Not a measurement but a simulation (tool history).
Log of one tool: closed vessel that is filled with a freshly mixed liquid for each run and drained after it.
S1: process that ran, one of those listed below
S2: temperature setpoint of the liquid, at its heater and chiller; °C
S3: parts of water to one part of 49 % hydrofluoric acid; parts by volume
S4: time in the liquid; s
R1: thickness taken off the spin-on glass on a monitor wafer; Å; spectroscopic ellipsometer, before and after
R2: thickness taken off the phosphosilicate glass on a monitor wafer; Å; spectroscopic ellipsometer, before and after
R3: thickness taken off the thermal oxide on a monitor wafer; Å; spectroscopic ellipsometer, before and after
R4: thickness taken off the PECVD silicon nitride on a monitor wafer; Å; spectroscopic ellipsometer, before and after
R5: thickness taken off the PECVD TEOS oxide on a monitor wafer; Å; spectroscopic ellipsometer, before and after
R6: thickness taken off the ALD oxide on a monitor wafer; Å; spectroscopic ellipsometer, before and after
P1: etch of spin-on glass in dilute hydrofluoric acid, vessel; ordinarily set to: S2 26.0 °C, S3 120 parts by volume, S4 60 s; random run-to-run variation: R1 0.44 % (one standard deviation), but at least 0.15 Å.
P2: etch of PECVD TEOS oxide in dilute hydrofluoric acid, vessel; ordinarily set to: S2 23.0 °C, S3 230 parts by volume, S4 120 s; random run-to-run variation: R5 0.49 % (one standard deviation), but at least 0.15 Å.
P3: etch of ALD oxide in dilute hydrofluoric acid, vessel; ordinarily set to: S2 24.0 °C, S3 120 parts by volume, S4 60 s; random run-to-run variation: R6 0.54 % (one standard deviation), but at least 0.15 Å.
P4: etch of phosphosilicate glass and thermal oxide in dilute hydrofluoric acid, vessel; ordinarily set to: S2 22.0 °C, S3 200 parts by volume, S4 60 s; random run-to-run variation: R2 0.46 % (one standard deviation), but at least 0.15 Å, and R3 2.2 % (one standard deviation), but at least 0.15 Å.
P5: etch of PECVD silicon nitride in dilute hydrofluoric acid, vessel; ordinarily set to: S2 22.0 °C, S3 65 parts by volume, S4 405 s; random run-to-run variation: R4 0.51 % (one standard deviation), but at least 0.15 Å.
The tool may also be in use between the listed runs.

run 1 hour=17.3 | S1=P1 S2=26.0 S3=120 S4=60 | R1=109.480
run 2 hour=27.2 | S1=P4 S2=22.0 S3=70 S4=60 | R2=1625.70 R3=37.5650
run 3 hour=37.6 | S1=P1 S2=26.0 S3=120 S4=60 | R1=109.670
run 4 hour=51.2 | S1=P1 S2=31.0 S3=185 S4=60 | R1=79.195
run 5 hour=66.0 | S1=P5 S2=29.5 S3=65 S4=405 | R4=354.42
run 6 hour=79.6 | S1=P2 S2=23.0 S3=415 S4=120 | R5=40.319
run 7 hour=91.7 | S1=P1 S2=26.0 S3=180 S4=60 | R1=68.399
run 8 hour=104.6 | S1=P2 S2=23.0 S3=230 S4=120 | R5=85.792
run 9 hour=117.8 | S1=P4 S2=22.0 S3=200 S4=30 | R2=247.08 R3=5.4946
run 10 hour=128.1 | S1=P1 S2=21.5 S3=120 S4=60 | R1=92.456
run 11 hour=136.1 | S1=P4 S2=17.0 S3=200 S4=60 | R2=402.96 R3=9.5725
run 12 hour=150.7 | S1=P3 S2=24.0 S3=120 S4=60 | R6=162.480
run 13 hour=160.2 | S1=P1 S2=30.5 S3=120 S4=60 | R1=130.060
run 14 hour=172.0 | S1=P5 S2=22.0 S3=65 S4=615 | R4=328.03
run 15 hour=186.9 | S1=P5 S2=22.0 S3=20 S4=405 | R4=677.89
run 16 hour=201.5 | S1=P5 S2=22.0 S3=65 S4=405 | R4=216.84
run 17 hour=215.5 | S1=P1 S2=26.0 S3=120 S4=30 | R1=54.982
run 18 hour=223.8 | S1=P4 S2=22.0 S3=200 S4=60 | R2=497.12 R3=10.9730
run 19 hour=237.2 | S1=P1 S2=26.0 S3=120 S4=60 | R1=109.890
run 20 hour=251.5 | S1=P4 S2=22.0 S3=200 S4=60 | R2=492.03 R3=10.8610
run 21 hour=265.0 | S1=P3 S2=24.0 S3=190 S4=60 | R6=94.261
run 22 hour=273.0 | S1=P2 S2=29.0 S3=230 S4=120 | R5=105.710
-- hour=286.3 hydrofluoric acid flow meter replaced
run 23 hour=288.2 | S1=P2 S2=23.0 S3=230 S4=220 | R5=157.960
run 24 hour=296.9 | S1=P3 S2=17.0 S3=120 S4=60 | R6=121.860
run 25 hour=314.4 | S1=P1 S2=26.0 S3=65 S4=60 | R1=218.620

For run 26, what comes out?
run 26 hour=326.0 | S1=P1 S2=26.0 S3=120 S4=60 | R1=?

Run 26 yielded R1 109.860 Å.

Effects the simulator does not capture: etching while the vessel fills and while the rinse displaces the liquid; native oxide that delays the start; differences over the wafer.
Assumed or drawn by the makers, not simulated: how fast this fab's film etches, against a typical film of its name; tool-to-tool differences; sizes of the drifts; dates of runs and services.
